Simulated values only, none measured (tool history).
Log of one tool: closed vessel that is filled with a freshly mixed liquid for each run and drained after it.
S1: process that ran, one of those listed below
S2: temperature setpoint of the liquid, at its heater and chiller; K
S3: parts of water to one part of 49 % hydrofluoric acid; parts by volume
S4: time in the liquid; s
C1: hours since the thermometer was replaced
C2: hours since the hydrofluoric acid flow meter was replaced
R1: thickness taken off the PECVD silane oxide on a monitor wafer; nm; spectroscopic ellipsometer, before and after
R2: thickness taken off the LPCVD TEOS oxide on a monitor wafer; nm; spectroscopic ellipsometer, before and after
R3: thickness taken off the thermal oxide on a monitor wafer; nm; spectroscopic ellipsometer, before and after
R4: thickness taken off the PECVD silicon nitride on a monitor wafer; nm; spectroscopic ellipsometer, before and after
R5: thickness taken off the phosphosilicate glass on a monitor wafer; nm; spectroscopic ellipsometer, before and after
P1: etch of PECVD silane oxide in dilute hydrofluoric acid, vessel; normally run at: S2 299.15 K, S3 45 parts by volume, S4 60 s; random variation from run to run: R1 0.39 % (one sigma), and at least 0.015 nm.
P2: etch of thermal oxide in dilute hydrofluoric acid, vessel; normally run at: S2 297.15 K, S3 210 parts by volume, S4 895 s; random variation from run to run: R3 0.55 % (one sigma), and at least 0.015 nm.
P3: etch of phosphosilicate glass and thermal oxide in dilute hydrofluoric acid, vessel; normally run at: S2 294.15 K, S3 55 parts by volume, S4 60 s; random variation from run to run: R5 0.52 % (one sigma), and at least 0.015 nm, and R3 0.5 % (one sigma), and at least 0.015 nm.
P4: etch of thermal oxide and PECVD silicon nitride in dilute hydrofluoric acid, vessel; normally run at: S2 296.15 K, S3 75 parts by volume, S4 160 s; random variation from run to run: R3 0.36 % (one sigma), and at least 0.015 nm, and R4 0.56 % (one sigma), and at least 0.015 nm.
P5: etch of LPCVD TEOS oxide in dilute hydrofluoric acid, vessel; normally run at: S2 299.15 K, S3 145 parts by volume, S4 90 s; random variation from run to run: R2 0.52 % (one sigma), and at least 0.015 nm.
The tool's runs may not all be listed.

{"run": 1, "day": 0.171, "S1": "P1", "S2": 299.15, "S3": 45, "S4": 60, "C1": 897.4, "C2": 600.0, "R1": 57.681}
{"run": 2, "day": 0.35, "S1": "P1", "S2": 303.65, "S3": 45, "S4": 60, "C1": 901.7, "C2": 604.3, "R1": 69.283}
{"run": 3, "day": 0.642, "S1": "P1", "S2": 299.15, "S3": 45, "S4": 30, "C1": 908.7, "C2": 611.3, "R1": 29.139}
{"run": 4, "day": 0.829, "S1": "P1", "S2": 299.15, "S3": 45, "S4": 100, "C1": 913.2, "C2": 615.8, "R1": 96.069}
{"run": 5, "day": 1.0, "S1": "P5", "S2": 293.65, "S3": 145, "S4": 90, "C1": 917.3, "C2": 619.9, "R2": 29.223}
{"run": 6, "day": 1.212, "S1": "P1", "S2": 299.15, "S3": 20, "S4": 60, "C1": 922.4, "C2": 625.0, "R1": 134.98}
{"run": 7, "day": 1.438, "S1": "P1", "S2": 299.15, "S3": 45, "S4": 60, "C1": 927.8, "C2": 630.4, "R1": 57.699}
{"run": 8, "day": 1.717, "S1": "P1", "S2": 299.15, "S3": 45, "S4": 60, "C1": 934.5, "C2": 637.1, "R1": 58.168}
{"run": 9, "day": 1.933, "S1": "P2", "S2": 297.15, "S3": 210, "S4": 1735, "C1": 939.7, "C2": 642.3, "R3": 34.663}
{"run": 10, "day": 2.096, "S1": "P4", "S2": 296.15, "S3": 75, "S4": 160, "C1": 943.6, "C2": 646.2, "R3": 9.2547, "R4": 3.8369}
{"run": 11, "day": 2.346, "S1": "P4", "S2": 304.15, "S3": 75, "S4": 160, "C1": 949.6, "C2": 652.2, "R3": 12.754, "R4": 6.4653}
{"run": 12, "day": 2.633, "S1": "P1", "S2": 293.15, "S3": 45, "S4": 60, "C1": 956.5, "C2": 659.1, "R1": 45.221}
{"run": 13, "day": 2.775, "S1": "P5", "S2": 299.15, "S3": 145, "S4": 90, "C1": 959.9, "C2": 662.5, "R2": 35.807}
{"run": 14, "day": 2.933, "S1": "P1", "S2": 299.15, "S3": 45, "S4": 60, "C1": 963.7, "C2": 666.3, "R1": 58.013}
{"run": 15, "day": 3.229, "S1": "P2", "S2": 290.15, "S3": 210, "S4": 895, "C1": 970.8, "C2": 673.4, "R3": 13.726}
{"day": 3.429, "done": "hydrofluoric acid flow meter replaced"}
{"run": 16, "day": 3.504, "S1": "P2", "S2": 297.15, "S3": 310, "S4": 895, "C1": 977.4, "C2": 1.8, "R3": 10.859}
{"run": 17, "day": 3.642, "S1": "P3", "S2": 294.15, "S3": 55, "S4": 60, "C1": 980.7, "C2": 5.1, "R3": 4.7252, "R5": 101.69}
{"run": 18, "day": 3.854, "S1": "P1", "S2": 299.15, "S3": 45, "S4": 60, "C1": 985.8, "C2": 10.2, "R1": 57.881}
{"run": 19, "day": 4.171, "S1": "P3", "S2": 290.15, "S3": 55, "S4": 60, "C1": 993.4, "C2": 17.8, "R3": 3.9828, "R5": 84.65}
{"run": 20, "day": 4.317, "S1": "P1", "S2": 299.15, "S3": 20, "S4": 95, "C1": 996.9, "C2": 21.3, "R1": 214.4}
{"run": 21, "day": 4.55, "S1": "P4", "S2": 296.15, "S3": 75, "S4": 160, "C1": 1002.5, "C2": 26.9, "R3": 9.3421, "R4": 3.8373}
{"run": 22, "day": 4.821, "S1": "P1", "S2": 299.15, "S3": 45, "S4": 60, "C1": 1009.0, "C2": 33.4, "R1": 57.963}
{"run": 23, "day": 4.979, "S1": "P1", "S2": 299.15, "S3": 75, "S4": 60, "C1": 1012.8, "C2": 37.2, "R1": 33.321}
{"run": 24, "day": 5.129, "S1": "P4", "S2": 296.15, "S3": 75, "S4": 280, "C1": 1016.4, "C2": 40.8, "R3": 16.295, "R4": 6.7404}
{"run": 25, "day": 5.388, "S1": "P4", "S2": 296.15, "S3": 30, "S4": 160, "C1": 1022.6, "C2": 47.0, "R3": 24.58, "R4": 9.4157}
{"run": 26, "day": 5.562, "S1": "P5", "S2": 299.15, "S3": 70, "S4": 90, "C1": 1026.8, "C2": 51.2, "R2": 82.585}
{"run": 27, "day": 5.779, "S1": "P3", "S2": 294.15, "S3": 85, "S4": 60, "C1": 1032.0, "C2": 56.4, "R3": 2.9213, "R5": 62.596}
{"run": 28, "day": 6.038, "S1": "P2", "S2": 297.15, "S3": 210, "S4": 895, "C1": 1038.2, "C2": 62.6, "R3": 17.73}
{"run": 29, "day": 6.329, "S1": "P1", "S2": 299.15, "S3": 65, "S4": 30, "C1": 1045.2, "C2": 69.6, "R1": 19.494}
{"run": 30, "day": 6.608, "S1": "P3", "S2": 294.15, "S3": 55, "S4": 60, "C1": 1051.9, "C2": 76.3, "R3": 4.7241, "R5": 101.75}
{"run": 31, "day": 6.908, "S1": "P5", "S2": 299.15, "S3": 145, "S4": 30, "C1": 1059.1, "C2": 83.5, "R2": 12.035}
{"run": 32, "day": 7.079, "S1": "P3", "S2": 294.15, "S3": 55, "S4": 95, "C1": 1063.2, "C2": 87.6, "R3": 7.4763, "R5": 161.33}
{"run": 33, "day": 7.383, "S1": "P1", "S2": 299.15, "S3": 45, "S4": 60, "C1": 1070.5, "C2": 94.9, "R1": 57.852}
{"run": 34, "day": 7.625, "S1": "P1", "S2": 299.15, "S3": 45, "S4": 60, "C1": 1076.3, "C2": 100.7, "R1": 56.114}
{"run": 35, "day": 7.846, "S1": "P1", "S2": 299.15, "S3": 45, "S4": 60, "C1": 1081.6, "C2": 106.0, "R1": 55.355}
{"run": 36, "day": 7.996, "S1": "P1", "S2": 299.15, "S3": 45, "S4": 60, "C1": 1085.2, "C2": 109.6, "R1": 55.074}
{"run": 37, "day": 8.229, "S1": "P1", "S2": 299.15, "S3": 45, "S4": 60, "C1": 1090.8, "C2": 115.2, "R1": 54.306}
{"run": 38, "day": 8.388, "S1": "P1", "S2": 299.15, "S3": 45, "S4": 60, "C1": 1094.6, "C2": 119.0, "R1": 54.145}
{"run": 39, "day": 8.596, "S1": "P1", "S2": 299.15, "S3": 45, "S4": 60, "C1": 1099.6, "C2": 124.0, "R1": 53.867}
{"run": 40, "day": 8.838, "S1": "P1", "S2": 299.15, "S3": 45, "S4": 60, "C1": 1105.4, "C2": 129.8, "R1": 53.709}
{"run": 41, "day": 9.079, "S1": "P1", "S2": 299.15, "S3": 45, "S4": 60, "C1": 1111.2, "C2": 135.6, "R1": 53.755}
{"run": 42, "day": 9.346, "S1": "P1", "S2": 299.15, "S3": 45, "S4": 60, "C1": 1117.6, "C2": 142.0, "R1": 53.401}
{"run": 43, "day": 9.496, "S1": "P1", "S2": 299.15, "S3": 45, "S4": 60, "C1": 1121.2, "C2": 145.6, "R1": 53.624}
{"run": 44, "day": 9.642, "S1": "P1", "S2": 299.15, "S3": 45, "S4": 60, "C1": 1124.7, "C2": 149.1, "R1": 53.34}

What P1 gives has crept away from where it was. These 2 causes fit the log equally well, each at the size given:
A: liquid colder than its thermometer reads (K) = 1.98
B: hydrofluoric acid flow below the setpoint (%) = 7.3
The creep began at about day 7.383.

4 check runs are offered, one wafer each, their results left as question marks. Which one tells the causes apart?
{"run": "check 1", "day": 9.788, "S1": "P4", "S2": 302.15, "S3": 75, "S4": 160, "R3": "?", "R4": "?"}
{"run": "check 2", "day": 9.788, "S1": "P3", "S2": 290.15, "S3": 55, "S4": 60, "R3": "?", "R5": "?"}
{"run": "check 3", "day": 9.788, "S1": "P2", "S2": 290.65, "S3": 210, "S4": 895, "R3": "?"}
{"run": "check 4", "day": 9.788, "S1": "P5", "S2": 299.15, "S3": 105, "S4": 30, "R2": "?"}

What each check would give under each cause:
check=check_1 result=R3 if_A=10.9210 if_B=10.8440
check=check_1 result=R4 if_A=5.0010 if_B=5.2692
check=check_2 result=R3 if_A=3.6676 if_B=3.6895
check=check_2 result=R5 if_A=78.412 if_B=78.879
check=check_3 result=R3 if_A=12.9170 if_B=12.7650
check=check_4 result=R2 if_A=16.174 if_B=16.031
How far apart the two closest causes lie, in the result that separates them most: check 1 5.22 %; check 2 0.59 %; check 3 1.19 %; check 4 0.89 %
Only check 1 tells the causes apart: in the others they would give nearly the same result.

Check 1 was then run and gave: R3 10.9950 nm; R4 4.9445 nm. Which cause is it?

It is A: liquid colder than its thermometer reads (K).
